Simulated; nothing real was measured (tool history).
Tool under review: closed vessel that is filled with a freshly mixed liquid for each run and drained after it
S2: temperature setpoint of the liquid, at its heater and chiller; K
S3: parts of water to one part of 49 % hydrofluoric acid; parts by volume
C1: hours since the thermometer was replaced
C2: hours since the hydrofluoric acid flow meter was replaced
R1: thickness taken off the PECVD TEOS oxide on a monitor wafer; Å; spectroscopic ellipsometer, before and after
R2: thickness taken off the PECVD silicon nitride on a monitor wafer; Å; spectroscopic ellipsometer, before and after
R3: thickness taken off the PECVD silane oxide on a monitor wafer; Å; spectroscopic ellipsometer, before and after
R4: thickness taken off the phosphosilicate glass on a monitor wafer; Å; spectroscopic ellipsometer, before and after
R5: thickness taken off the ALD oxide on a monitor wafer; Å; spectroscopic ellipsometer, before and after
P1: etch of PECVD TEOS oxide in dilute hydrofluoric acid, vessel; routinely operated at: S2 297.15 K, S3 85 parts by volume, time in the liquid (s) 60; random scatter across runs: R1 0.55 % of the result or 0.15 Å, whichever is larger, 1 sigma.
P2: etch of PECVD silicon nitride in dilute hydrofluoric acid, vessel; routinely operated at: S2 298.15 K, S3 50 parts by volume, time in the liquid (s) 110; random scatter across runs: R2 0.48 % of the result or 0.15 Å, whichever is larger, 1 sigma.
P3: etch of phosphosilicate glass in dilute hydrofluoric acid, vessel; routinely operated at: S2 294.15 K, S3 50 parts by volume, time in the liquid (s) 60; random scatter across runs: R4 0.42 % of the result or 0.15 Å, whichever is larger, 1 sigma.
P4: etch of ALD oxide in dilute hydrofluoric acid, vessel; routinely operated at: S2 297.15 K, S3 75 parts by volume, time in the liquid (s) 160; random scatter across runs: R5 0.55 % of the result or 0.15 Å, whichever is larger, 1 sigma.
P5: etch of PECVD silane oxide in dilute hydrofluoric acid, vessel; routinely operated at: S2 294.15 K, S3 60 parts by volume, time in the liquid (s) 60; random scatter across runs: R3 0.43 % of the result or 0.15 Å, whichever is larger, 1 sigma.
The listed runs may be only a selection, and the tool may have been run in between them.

Run 1, hour 7.6: process that ran P1, S2 297.15 K, S3 85 parts by volume, time in the liquid (s) 60; C1 311.5; C2 92.8. Result: R1 138.160 Å.
Run 2, hour 17.4: process that ran P2, S2 298.15 K, S3 50 parts by volume, time in the liquid (s) 110; C1 321.3; C2 102.6. Result: R2 70.668 Å.
Run 3, hour 29.3: process that ran P5, S2 300.15 K, S3 60 parts by volume, time in the liquid (s) 60; C1 333.2; C2 114.5. Result: R3 181.300 Å.
Run 4, hour 42.7: process that ran P3, S2 294.15 K, S3 50 parts by volume, time in the liquid (s) 85; C1 346.6; C2 127.9. Result: R4 1771.50 Å.
Run 5, hour 54.0: process that ran P5, S2 294.15 K, S3 60 parts by volume, time in the liquid (s) 60; C1 357.9; C2 139.2. Result: R3 141.800 Å.
Run 6, hour 69.9: process that ran P1, S2 297.15 K, S3 85 parts by volume, time in the liquid (s) 30; C1 373.8; C2 155.1. Result: R1 69.040 Å.
Run 7, hour 87.2: process that ran P1, S2 297.15 K, S3 85 parts by volume, time in the liquid (s) 60; C1 391.1; C2 172.4. Result: R1 139.020 Å.
Run 8, hour 103.9: process that ran P4, S2 297.15 K, S3 45 parts by volume, time in the liquid (s) 160; C1 407.8; C2 189.1. Result: R5 886.290 Å.
Run 9, hour 120.3: process that ran P3, S2 290.15 K, S3 50 parts by volume, time in the liquid (s) 60; C1 424.2; C2 205.5. Result: R4 1053.60 Å.
Run 10, hour 131.4: process that ran P1, S2 292.15 K, S3 85 parts by volume, time in the liquid (s) 60; C1 435.3; C2 216.6. Result: R1 112.080 Å.
Run 11, hour 143.8: process that ran P4, S2 297.15 K, S3 75 parts by volume, time in the liquid (s) 160; C1 447.7; C2 229.0. Result: R5 509.210 Å.
At hour 151.4: hydrofluoric acid flow meter replaced.
Run 12, hour 151.8: process that ran P1, S2 297.15 K, S3 85 parts by volume, time in the liquid (s) 90; C1 455.7; C2 0.5. Result: R1 207.920 Å.
Run 13, hour 168.0: process that ran P5, S2 294.15 K, S3 60 parts by volume, time in the liquid (s) 30; C1 471.9; C2 16.7. Result: R3 71.390 Å.
Run 14, hour 183.0: process that ran P5, S2 294.15 K, S3 60 parts by volume, time in the liquid (s) 60; C1 486.9; C2 31.7. Result: R3 142.110 Å.
Run 15, hour 198.6: process that ran P3, S2 294.15 K, S3 50 parts by volume, time in the liquid (s) 60; C1 502.5; C2 47.3. Result: R4 1249.40 Å.
Run 16, hour 208.1: process that ran P1, S2 297.15 K, S3 45 parts by volume, time in the liquid (s) 60; C1 512.0; C2 56.8. Result: R1 273.650 Å.
Run 17, hour 217.7: process that ran P1, S2 293.65 K, S3 120 parts by volume, time in the liquid (s) 60; C1 521.6; C2 66.4. Result: R1 83.093 Å.
Run 18, hour 226.3: process that ran P1, S2 297.15 K, S3 85 parts by volume, time in the liquid (s) 60; C1 530.2; C2 75.0. Result: R1 138.860 Å.
Run 19, hour 239.3: process that ran P5, S2 294.15 K, S3 95 parts by volume, time in the liquid (s) 60; C1 543.2; C2 88.0. Result: R3 85.845 Å.
Run 20, hour 252.5: process that ran P3, S2 294.15 K, S3 70 parts by volume, time in the liquid (s) 60; C1 556.4; C2 101.2. Result: R4 876.42 Å.
Run 21, hour 260.9: process that ran P4, S2 297.15 K, S3 75 parts by volume, time in the liquid (s) 30; C1 564.8; C2 109.6. Result: R5 95.783 Å.

What will run 22 give?
Run 22, hour 278.3: process that ran P3, S2 294.15 K, S3 50 parts by volume, time in the liquid (s) 60; C1 582.2; C2 127.0. Result: R4 ?.

Run 22 produced R4 1245.50 Å.
